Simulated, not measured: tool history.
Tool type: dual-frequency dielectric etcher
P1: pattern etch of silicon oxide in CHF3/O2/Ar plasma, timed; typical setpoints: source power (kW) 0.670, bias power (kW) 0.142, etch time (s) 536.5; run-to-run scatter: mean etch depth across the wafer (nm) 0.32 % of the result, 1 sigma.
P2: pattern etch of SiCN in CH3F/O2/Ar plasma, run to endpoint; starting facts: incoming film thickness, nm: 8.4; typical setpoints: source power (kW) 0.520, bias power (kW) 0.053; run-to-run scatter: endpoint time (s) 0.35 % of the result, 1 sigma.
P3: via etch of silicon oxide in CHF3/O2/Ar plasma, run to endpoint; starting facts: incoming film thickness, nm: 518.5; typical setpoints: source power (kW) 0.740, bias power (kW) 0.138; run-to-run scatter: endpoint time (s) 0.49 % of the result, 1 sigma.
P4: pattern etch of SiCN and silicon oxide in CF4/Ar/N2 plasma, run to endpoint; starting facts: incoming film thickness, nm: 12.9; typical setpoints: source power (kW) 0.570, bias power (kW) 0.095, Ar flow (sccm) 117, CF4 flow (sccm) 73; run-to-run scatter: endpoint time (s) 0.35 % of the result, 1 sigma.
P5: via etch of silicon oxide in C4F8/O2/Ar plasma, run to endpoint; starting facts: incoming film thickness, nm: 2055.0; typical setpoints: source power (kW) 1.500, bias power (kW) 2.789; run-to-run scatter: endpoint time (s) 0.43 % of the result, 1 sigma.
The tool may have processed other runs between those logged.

run,hour,process that ran,source power (kW),bias power (kW),etch time (s),Ar flow (sccm),CF4 flow (sccm),hours since the last wet clean,hours since the last source power generator calibration,hours since the last bias power generator calibration,mean etch depth across the wafer (nm),endpoint time (s)
1,3.4,P1,0.670,0.142,536.5,,,309.9,1293.1,820.9,1002.50,
2,6.9,P1,0.670,0.142,777.5,,,313.4,1296.6,824.4,1460.70,
3,12.2,P2,0.330,0.053,,,,318.7,1301.9,829.7,,27.6960
4,15.5,P1,0.670,0.142,536.5,,,322.0,1305.2,833.0,1006.70,
5,20.7,P2,0.520,0.031,,,,327.2,1310.4,838.2,,27.2070
6,23.9,P3,0.870,0.138,,,,330.4,1313.6,841.4,,254.4100
7,29.1,P1,0.670,0.142,536.5,,,335.6,1318.8,846.6,1003.70,
8,33.3,P1,0.500,0.142,641.0,,,339.8,1323.0,850.8,1071.00,
9,36.4,P1,0.670,0.142,536.5,,,342.9,1326.1,853.9,1009.60,
10,41.6,P3,0.740,0.138,,,,348.1,1331.3,859.1,,269.9500
11,46.1,P4,0.570,0.095,,117,73,352.6,1335.8,863.6,,10.8770
12,48.8,P1,0.450,0.170,536.5,,,355.3,1338.5,866.3,916.49,
13,53.0,P5,1.500,2.789,,,,359.5,1342.7,870.5,,399.6000
14,56.7,P1,0.670,0.180,536.5,,,363.2,1346.4,874.2,1088.90,
15,61.2,P4,0.710,0.095,,117,73,367.7,1350.9,878.7,,8.9887
16,66.4,P1,0.670,0.109,536.5,,,372.9,1356.1,883.9,929.66,
17,69.0,P5,1.500,1.678,,,,375.5,1358.7,886.5,,464.1400
18,71.7,P3,0.740,0.188,,,,378.2,1361.4,889.2,,246.2500
19,75.4,P4,0.570,0.095,,85,73,381.9,1365.1,892.9,,10.4000
20,78.7,P1,0.830,0.142,778.0,,,385.2,1368.4,896.2,1580.50,
21,81.6,P5,1.500,2.789,,,,388.1,1371.3,899.1,,398.6000
22,86.1,P5,1.050,2.789,,,,392.6,1375.8,903.6,,454.4200
23,90.5,P3,0.740,0.138,,,,397.0,1380.2,908.0,,268.9500
24,94.2,P4,0.570,0.095,,117,103,400.7,1383.9,911.7,,10.3820
25,97.7,P1,0.420,0.142,536.5,,,404.2,1387.4,915.2,839.85,
26,101.8,P2,0.520,0.053,,,,408.3,1391.5,919.3,,23.1330
27,106.7,P1,0.670,0.142,536.5,,,413.2,1396.4,924.2,1009.20,
28,110.8,P4,0.570,0.062,,117,73,417.3,1400.5,928.3,,12.5950
29,115.3,P1,0.670,0.142,371.0,,,421.8,1405.0,932.8,693.25,
30,119.7,P1,0.860,0.142,536.5,,,426.2,1409.4,937.2,1106.50,
31,122.7,P1,0.670,0.142,536.5,,,429.2,1412.4,940.2,1003.60,
32,127.7,P1,0.670,0.142,536.5,,,434.2,1417.4,945.2,997.02,
33,132.2,P1,0.670,0.142,536.5,,,438.7,1421.9,949.7,997.64,
34,137.1,P1,0.670,0.142,536.5,,,443.6,1426.8,954.6,995.07,
# hour 141.5: wet clean of the chamber
35,141.5,P1,0.670,0.142,536.5,,,0.0,1431.2,959.0,990.31,
36,146.8,P1,0.670,0.142,536.5,,,5.3,1436.5,964.3,989.03,
37,151.0,P1,0.670,0.142,536.5,,,9.5,1440.7,968.5,995.36,
38,154.5,P1,0.670,0.142,536.5,,,13.0,1444.2,972.0,987.31,
39,158.1,P1,0.670,0.142,536.5,,,16.6,1447.8,975.6,987.27,
40,163.4,P1,0.670,0.142,536.5,,,21.9,1453.1,980.9,988.84,

What P1 gives has crept away from where it was. These 2 causes fit the log equally well, each at the size given:
A: bias power that arrives under what is set, % = 4.97
B: source power that arrives under what is set, % = 4.05
Creep in the process output first set in at about hour 122.7.
Every other cause this tool's parts could produce, and why it does not fit the log:
chamber walls in a state that lowers the etch rate, %: maintenance at hour 141.5, after the shift began, did not return the process to its former output

Each of the check runs listed below is run on 2 wafers and reports their average, with the results left as question marks. Pick the one under which the possible causes would lead to clearly different results.
check 1,168.7,P5,1.060,1.748,,,,,,,,?
check 2,168.7,P4,0.570,0.073,,88,73,,,,,?
check 3,168.7,P2,0.340,0.033,,,,,,,,?
check 4,168.7,P3,0.740,0.171,,,,,,,,?

What each check would give under each cause:
check,result,if A,if B
check 1,endpoint time (s),532.4600,533.3400
check 2,endpoint time (s),11.6030,11.8400
check 3,endpoint time (s),32.1600,32.2140
check 4,endpoint time (s),257.0200,256.8400
Distance between the nearest two causes, measured in the result of the check that separates them most: check 1 0.16 %; check 2 2.02 %; check 3 0.17 %; check 4 0.07 %
The causes can be told apart only by check 2. The other checks would give nearly the same results under each of them.

Check 2 was carried out, with these results: endpoint time (s) 11.8070. Which of the listed causes is responsible?

Of the candidate causes, it is B: source power that arrives under what is set, %.
